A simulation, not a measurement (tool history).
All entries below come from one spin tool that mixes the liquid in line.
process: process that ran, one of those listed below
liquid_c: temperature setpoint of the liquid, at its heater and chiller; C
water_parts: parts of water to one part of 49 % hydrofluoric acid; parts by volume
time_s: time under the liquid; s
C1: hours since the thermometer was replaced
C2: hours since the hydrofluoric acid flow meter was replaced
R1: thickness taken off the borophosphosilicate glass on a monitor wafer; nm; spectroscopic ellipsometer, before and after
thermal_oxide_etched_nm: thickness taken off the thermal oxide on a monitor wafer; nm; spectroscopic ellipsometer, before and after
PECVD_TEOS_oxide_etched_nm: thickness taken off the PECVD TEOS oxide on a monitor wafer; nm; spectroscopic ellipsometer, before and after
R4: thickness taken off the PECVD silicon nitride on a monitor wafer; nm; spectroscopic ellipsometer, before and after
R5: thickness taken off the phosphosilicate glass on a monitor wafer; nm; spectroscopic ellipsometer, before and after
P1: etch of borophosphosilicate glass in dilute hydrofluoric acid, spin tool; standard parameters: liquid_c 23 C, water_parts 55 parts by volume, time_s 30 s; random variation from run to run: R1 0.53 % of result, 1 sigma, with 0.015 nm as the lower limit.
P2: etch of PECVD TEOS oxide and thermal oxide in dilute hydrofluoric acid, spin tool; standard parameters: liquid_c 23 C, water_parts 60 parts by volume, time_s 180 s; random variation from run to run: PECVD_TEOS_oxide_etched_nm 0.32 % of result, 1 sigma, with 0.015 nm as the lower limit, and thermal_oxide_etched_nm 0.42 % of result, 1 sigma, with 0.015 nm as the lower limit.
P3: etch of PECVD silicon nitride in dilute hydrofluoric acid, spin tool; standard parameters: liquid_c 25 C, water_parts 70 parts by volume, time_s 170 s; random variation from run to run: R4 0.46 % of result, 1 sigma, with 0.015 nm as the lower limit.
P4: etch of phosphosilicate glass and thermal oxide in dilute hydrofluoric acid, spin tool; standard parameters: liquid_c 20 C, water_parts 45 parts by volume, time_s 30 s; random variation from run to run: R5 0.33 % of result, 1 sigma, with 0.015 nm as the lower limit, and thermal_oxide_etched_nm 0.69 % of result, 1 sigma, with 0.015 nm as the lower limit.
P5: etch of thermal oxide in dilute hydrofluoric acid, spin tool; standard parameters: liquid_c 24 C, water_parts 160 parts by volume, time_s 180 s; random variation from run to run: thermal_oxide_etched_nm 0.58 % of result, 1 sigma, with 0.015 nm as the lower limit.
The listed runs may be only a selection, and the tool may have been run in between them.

run 1 hour=10.5 | process=P1 liquid_c=23 water_parts=55 time_s=30 | C1=618.2 C2=111.8 | R1=33.434
run 2 hour=20.9 | process=P1 liquid_c=23 water_parts=95 time_s=30 | C1=628.6 C2=122.2 | R1=18.238
run 3 hour=32.3 | process=P5 liquid_c=29.5 water_parts=160 time_s=180 | C1=640 C2=133.6 | thermal_oxide_etched_nm=6.3067
run 4 hour=44.8 | process=P1 liquid_c=23 water_parts=55 time_s=30 | C1=652.5 C2=146.1 | R1=33.129
run 5 hour=60.9 | process=P1 liquid_c=23 water_parts=55 time_s=50 | C1=668.6 C2=162.2 | R1=55.404
run 6 hour=73.3 | process=P1 liquid_c=23 water_parts=105 time_s=45 | C1=681 C2=174.6 | R1=24.695
run 7 hour=82.9 | process=P2 liquid_c=23 water_parts=60 time_s=180 | C1=690.6 C2=184.2 | thermal_oxide_etched_nm=14.314 PECVD_TEOS_oxide_etched_nm=25.664
run 8 hour=100 | process=P3 liquid_c=25 water_parts=70 time_s=280 | C1=707.7 C2=201.3 | R4=7.2528
run 9 hour=114.4 | process=P1 liquid_c=17.5 water_parts=55 time_s=30 | C1=722.1 C2=215.7 | R1=26.517
run 10 hour=128.5 | process=P2 liquid_c=23 water_parts=85 time_s=180 | C1=736.2 C2=229.8 | thermal_oxide_etched_nm=9.7741 PECVD_TEOS_oxide_etched_nm=17.573
run 11 hour=141 | process=P1 liquid_c=23 water_parts=55 time_s=30 | C1=748.7 C2=242.3 | R1=33.216
run 12 hour=155.7 | process=P1 liquid_c=29 water_parts=100 time_s=30 | C1=763.4 C2=257 | R1=21.912
run 13 hour=164.6 | process=P1 liquid_c=23 water_parts=75 time_s=55 | C1=772.3 C2=265.9 | R1=44.038
run 14 hour=180.3 | process=P5 liquid_c=24 water_parts=160 time_s=180 | C1=788 C2=281.6 | thermal_oxide_etched_nm=5.0763
run 15 hour=191.7 | process=P5 liquid_c=24 water_parts=100 time_s=180 | C1=799.4 C2=293 | thermal_oxide_etched_nm=8.9053
run 16 hour=209.9 | process=P3 liquid_c=25 water_parts=70 time_s=170 | C1=817.6 C2=311.2 | R4=4.3796
run 17 hour=221.1 | process=P2 liquid_c=23 water_parts=60 time_s=15 | C1=828.8 C2=322.4 | thermal_oxide_etched_nm=1.2161 PECVD_TEOS_oxide_etched_nm=2.1115
run 18 hour=235.7 | process=P4 liquid_c=20 water_parts=45 time_s=65 | C1=843.4 C2=337 | thermal_oxide_etched_nm=6.3534 R5=77.807
run 19 hour=252 | process=P1 liquid_c=23 water_parts=55 time_s=30 | C1=859.7 C2=353.3 | R1=33.282
run 20 hour=265.9 | process=P4 liquid_c=20 water_parts=45 time_s=30 | C1=873.6 C2=367.2 | thermal_oxide_etched_nm=3.0113 R5=35.809
run 21 hour=284.2 | process=P3 liquid_c=29.5 water_parts=70 time_s=170 | C1=891.9 C2=385.5 | R4=5.9378
run 22 hour=301.2 | process=P5 liquid_c=24 water_parts=160 time_s=340 | C1=908.9 C2=402.5 | thermal_oxide_etched_nm=9.6517
run 23 hour=317.1 | process=P1 liquid_c=28 water_parts=55 time_s=30 | C1=924.8 C2=418.4 | R1=40.691
run 24 hour=325.7 | process=P4 liquid_c=20 water_parts=70 time_s=30 | C1=933.4 C2=427 | thermal_oxide_etched_nm=1.8391 R5=22.391
run 25 hour=339.5 | process=P3 liquid_c=25 water_parts=20 time_s=170 | C1=947.2 C2=440.8 | R4=14.898
run 26 hour=355 | process=P4 liquid_c=17 water_parts=45 time_s=30 | C1=962.7 C2=456.3 | thermal_oxide_etched_nm=2.5963 R5=31.568
run 27 hour=371.6 | process=P1 liquid_c=23 water_parts=55 time_s=30 | C1=979.3 C2=472.9 | R1=33.296
-- hour=374.9 hydrofluoric acid flow meter replaced
run 28 hour=388.2 | process=P1 liquid_c=23 water_parts=55 time_s=15 | C1=995.9 C2=13.3 | R1=16.679
run 29 hour=397.9 | process=P2 liquid_c=29.5 water_parts=60 time_s=180 | C1=1005.6 C2=23 | thermal_oxide_etched_nm=18.764 PECVD_TEOS_oxide_etched_nm=33.33
run 30 hour=412.1 | process=P3 liquid_c=25 water_parts=70 time_s=170 | C1=1019.8 C2=37.2 | R4=4.3537
run 31 hour=421.4 | process=P4 liquid_c=20 water_parts=45 time_s=30 | C1=1029.1 C2=46.5 | thermal_oxide_etched_nm=2.9512 R5=35.899
run 32 hour=432.3 | process=P1 liquid_c=23 water_parts=35 time_s=30 | C1=1040 C2=57.4 | R1=53.83
run 33 hour=445.5 | process=P1 liquid_c=23 water_parts=55 time_s=30 | C1=1053.2 C2=70.6 | R1=33.362
run 34 hour=462.6 | process=P1 liquid_c=23 water_parts=55 time_s=30 | C1=1070.3 C2=87.7 | R1=33.761
run 35 hour=477.6 | process=P1 liquid_c=23 water_parts=55 time_s=30 | C1=1085.3 C2=102.7 | R1=32.181
run 36 hour=496 | process=P1 liquid_c=23 water_parts=55 time_s=30 | C1=1103.7 C2=121.1 | R1=31.721
run 37 hour=514.2 | process=P1 liquid_c=23 water_parts=55 time_s=30 | C1=1121.9 C2=139.3 | R1=31.24
run 38 hour=523.2 | process=P1 liquid_c=23 water_parts=55 time_s=30 | C1=1130.9 C2=148.3 | R1=31.028
run 39 hour=540.8 | process=P1 liquid_c=23 water_parts=55 time_s=30 | C1=1148.5 C2=165.9 | R1=30.822
run 40 hour=549.5 | process=P1 liquid_c=23 water_parts=55 time_s=30 | C1=1157.2 C2=174.6 | R1=30.616
run 41 hour=560.3 | process=P1 liquid_c=23 water_parts=55 time_s=30 | C1=1168 C2=185.4 | R1=30.999
run 42 hour=568.7 | process=P1 liquid_c=23 water_parts=55 time_s=30 | C1=1176.4 C2=193.8 | R1=30.636
run 43 hour=587.1 | process=P1 liquid_c=23 water_parts=55 time_s=30 | C1=1194.8 C2=212.2 | R1=30.809

What P1 gives has crept away from where it was. These 2 causes fit the log equally well, each at the size given:
A: liquid colder than its thermometer reads (K) = 2.01
B: hydrofluoric acid flow below the setpoint (%) = 7.49
Creep in the process output first set in at about hour 462.6.

4 check runs are offered, one wafer each, their results left as question marks. Which one tells the causes apart?
run check 1 hour=605.5 | process=P3 liquid_c=25 water_parts=70 time_s=170 | R4=?
run check 2 hour=605.5 | process=P2 liquid_c=23 water_parts=60 time_s=180 | thermal_oxide_etched_nm=? PECVD_TEOS_oxide_etched_nm=?
run check 3 hour=605.5 | process=P5 liquid_c=24 water_parts=160 time_s=180 | thermal_oxide_etched_nm=?
run check 4 hour=605.5 | process=P4 liquid_c=20 water_parts=45 time_s=30 | thermal_oxide_etched_nm=? R5=?

If the cause were each of the candidates in turn, the checks would give the following:
check=check_1 result=R4 if_A=3.8479 if_B=4.0754
check=check_2 result=thermal_oxide_etched_nm if_A=13.24 if_B=13.232
check=check_2 result=PECVD_TEOS_oxide_etched_nm if_A=23.644 if_B=23.629
check=check_3 result=thermal_oxide_etched_nm if_A=4.7418 if_B=4.6702
check=check_4 result=thermal_oxide_etched_nm if_A=2.6956 if_B=2.7068
check=check_4 result=R5 if_A=32.89 if_B=33.028
Per-check spread between the two closest causes, in the result where they differ most: check 1 5.74 %; check 2 0.06 %; check 3 1.52 %; check 4 0.42 %
The other checks would show nearly matching results whichever cause is true, so check 1 is the only one that separates the causes.

The results of check 1 are: R4 3.855 nm. Based on these, which of the listed causes is it?

Of the candidate causes, it is A: liquid colder than its thermometer reads (K).

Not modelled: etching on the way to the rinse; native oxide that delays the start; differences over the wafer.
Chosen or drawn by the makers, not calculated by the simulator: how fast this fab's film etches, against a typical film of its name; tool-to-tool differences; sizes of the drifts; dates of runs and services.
